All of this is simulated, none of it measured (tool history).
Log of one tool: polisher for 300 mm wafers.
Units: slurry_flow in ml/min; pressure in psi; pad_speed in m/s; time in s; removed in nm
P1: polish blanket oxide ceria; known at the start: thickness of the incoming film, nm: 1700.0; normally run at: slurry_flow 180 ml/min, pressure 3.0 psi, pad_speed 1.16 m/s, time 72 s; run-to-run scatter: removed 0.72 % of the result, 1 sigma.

run	hour	slurry_flow	pressure	pad_speed	time	wafers polished on this pad	hours since the slurry nozzle was cleaned	hours since the head pressure was calibrated	removed
1	10.1	180	3.0	1.16	72	396	572.2	184.6	355.80
2	16.6	180	4.5	1.16	111	487	578.7	191.1	817.18
3	28.4	180	3.0	1.16	72	654	590.5	202.9	354.54
4	39.3	180	3.0	1.16	113	807	601.4	213.8	548.25
# hour 41.1: worn pad replaced by a new one
5	45.7	180	4.6	1.16	72	65	607.8	220.2	544.63
6	56.1	180	3.0	1.16	72	212	618.2	230.6	350.11
7	66.6	110	3.0	1.16	72	360	628.7	241.1	323.02
8	78.7	180	3.0	1.16	72	530	640.8	253.2	353.84
9	91.0	110	3.0	1.56	72	704	653.1	265.5	436.06
10	104.0	180	3.0	0.52	72	887	666.1	278.5	157.79
11	115.6	240	3.9	1.16	72	1051	677.7	290.1	472.03
12	123.6	180	3.0	1.76	72	1164	685.7	298.1	536.91
13	137.6	180	3.0	1.16	32	1361	699.7	312.1	156.63
14	146.7	180	1.6	1.16	72	1489	708.8	321.2	186.92
15	157.8	250	3.0	1.16	72	1646	719.9	332.3	369.41
16	169.1	180	3.0	1.16	72	1805	731.2	343.6	353.37
17	177.0	180	3.0	1.16	72	1917	739.1	351.5	356.45
18	184.2	180	3.0	1.16	72	2018	746.3	358.7	343.63
19	190.8	180	3.0	1.16	72	2111	752.9	365.3	340.56
20	197.8	180	3.0	1.16	72	2210	759.9	372.3	328.78
21	207.5	180	3.0	1.16	72	2347	769.6	382.0	327.42
22	215.4	180	3.0	1.16	72	2458	777.5	389.9	324.60
# hour 220.8: worn pad replaced by a new one
23	223.7	180	3.0	1.16	72	41	785.8	398.2	324.16
24	237.1	180	3.0	1.16	72	230	799.2	411.6	326.92
25	251.3	180	3.0	1.16	72	430	813.4	425.8	320.05

What P1 gives has crept away from where it was. These 2 causes fit the log equally well, each at the size given:
A: slurry flow missing at the pad, % = 39.1
B: head's pressure below its setpoint, % = 8.79
The creep began at about hour 177.0.
Why every other cause is out:
removal rate lost through wear of the pad, %: serviced at hour 220.8, which brought nothing back

4 check runs are offered, each on 3 wafers whose results are averaged, their results left as question marks. Which one tells the causes apart?
check 1	265.5	180	3.0	1.16	106				?
check 2	265.5	125	1.7	1.16	72				?
check 3	265.5	180	2.1	1.76	72				?
check 4	265.5	180	4.2	1.76	72				?

What each check would give under each cause:
check	result	if A	if B
check 1	removed	473.79	473.72
check 2	removed	165.21	171.14
check 3	removed	341.79	341.74
check 4	removed	683.59	683.48
How far apart the two closest causes lie, in the result that separates them most: check 1 0.02 %; check 2 3.53 %; check 3 0.02 %; check 4 0.02 %
Check 2 tells the causes apart: in the others they would give nearly the same result.

Check 2 was then run and gave: removed 171.03 nm. Which cause is it?

It is B: head's pressure below its setpoint, %.
